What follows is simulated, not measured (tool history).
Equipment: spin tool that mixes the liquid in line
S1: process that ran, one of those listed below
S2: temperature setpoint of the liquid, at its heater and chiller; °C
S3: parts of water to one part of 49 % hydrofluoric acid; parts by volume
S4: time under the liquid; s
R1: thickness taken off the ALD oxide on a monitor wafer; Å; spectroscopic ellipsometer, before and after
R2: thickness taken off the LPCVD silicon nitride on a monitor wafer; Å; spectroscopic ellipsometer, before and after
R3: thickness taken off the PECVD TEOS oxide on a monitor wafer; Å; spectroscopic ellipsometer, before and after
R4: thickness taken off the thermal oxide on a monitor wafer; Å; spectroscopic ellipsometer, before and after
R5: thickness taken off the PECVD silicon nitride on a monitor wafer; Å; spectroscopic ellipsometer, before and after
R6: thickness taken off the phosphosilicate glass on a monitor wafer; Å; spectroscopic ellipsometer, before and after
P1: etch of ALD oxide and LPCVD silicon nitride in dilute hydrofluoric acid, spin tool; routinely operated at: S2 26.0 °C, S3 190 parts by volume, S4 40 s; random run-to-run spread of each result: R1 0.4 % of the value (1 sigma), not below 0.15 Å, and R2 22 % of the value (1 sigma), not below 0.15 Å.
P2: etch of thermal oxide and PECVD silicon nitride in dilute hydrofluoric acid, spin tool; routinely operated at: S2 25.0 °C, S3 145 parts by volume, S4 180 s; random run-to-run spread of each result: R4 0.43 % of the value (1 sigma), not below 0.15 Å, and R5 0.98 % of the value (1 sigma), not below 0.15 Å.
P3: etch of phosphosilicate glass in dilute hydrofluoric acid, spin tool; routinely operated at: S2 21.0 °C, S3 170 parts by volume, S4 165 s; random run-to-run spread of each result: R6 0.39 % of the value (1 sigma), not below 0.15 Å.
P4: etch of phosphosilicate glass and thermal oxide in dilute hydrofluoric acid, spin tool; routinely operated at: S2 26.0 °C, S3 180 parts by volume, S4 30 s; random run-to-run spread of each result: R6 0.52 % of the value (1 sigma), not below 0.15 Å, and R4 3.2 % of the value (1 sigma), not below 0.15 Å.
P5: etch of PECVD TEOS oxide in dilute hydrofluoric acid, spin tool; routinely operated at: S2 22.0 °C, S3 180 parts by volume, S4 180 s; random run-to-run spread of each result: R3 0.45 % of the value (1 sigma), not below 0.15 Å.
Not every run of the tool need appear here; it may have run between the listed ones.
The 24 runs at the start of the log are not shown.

{"run": 25, "day": 7.267, "S1": "P1", "S2": 26.0, "S3": 40, "S4": 15, "R1": 109.85, "R2": 1.9312}
{"run": 26, "day": 7.588, "S1": "P1", "S2": 31.0, "S3": 190, "S4": 40, "R1": 61.517, "R2": 1.8254}
{"run": 27, "day": 7.804, "S1": "P5", "S2": 22.0, "S3": 180, "S4": 180, "R3": 145.76}
{"run": 28, "day": 7.975, "S1": "P4", "S2": 26.0, "S3": 180, "S4": 30, "R4": 8.2708, "R6": 334.3}
{"run": 29, "day": 8.317, "S1": "P1", "S2": 26.0, "S3": 265, "S4": 55, "R1": 46.711, "R2": 0.86477}
{"run": 30, "day": 8.492, "S1": "P5", "S2": 22.0, "S3": 180, "S4": 350, "R3": 280.17}
{"run": 31, "day": 8.879, "S1": "P1", "S2": 26.0, "S3": 190, "S4": 40, "R1": 51.673, "R2": 1.8164}
{"run": 32, "day": 9.246, "S1": "P1", "S2": 26.0, "S3": 190, "S4": 40, "R1": 51.547, "R2": 0.67069}
{"run": 33, "day": 9.562, "S1": "P1", "S2": 26.0, "S3": 190, "S4": 40, "R1": 49.855, "R2": 0.92598}
{"run": 34, "day": 9.912, "S1": "P1", "S2": 26.0, "S3": 190, "S4": 40, "R1": 48.969, "R2": 0.642}
{"run": 35, "day": 10.154, "S1": "P1", "S2": 26.0, "S3": 190, "S4": 40, "R1": 48.057, "R2": 1.3113}
{"run": 36, "day": 10.475, "S1": "P1", "S2": 26.0, "S3": 190, "S4": 40, "R1": 48.308, "R2": 0.76703}
{"run": 37, "day": 10.7, "S1": "P1", "S2": 26.0, "S3": 190, "S4": 40, "R1": 48.4, "R2": 1.1736}

Expected results for the next run?
{"run": 38, "day": 11.075, "S1": "P1", "S2": 26.0, "S3": 190, "S4": 40, "R1": "?", "R2": "?"}

For run 38 the tool returned R1 47.605 Å, R2 0.851770 Å.

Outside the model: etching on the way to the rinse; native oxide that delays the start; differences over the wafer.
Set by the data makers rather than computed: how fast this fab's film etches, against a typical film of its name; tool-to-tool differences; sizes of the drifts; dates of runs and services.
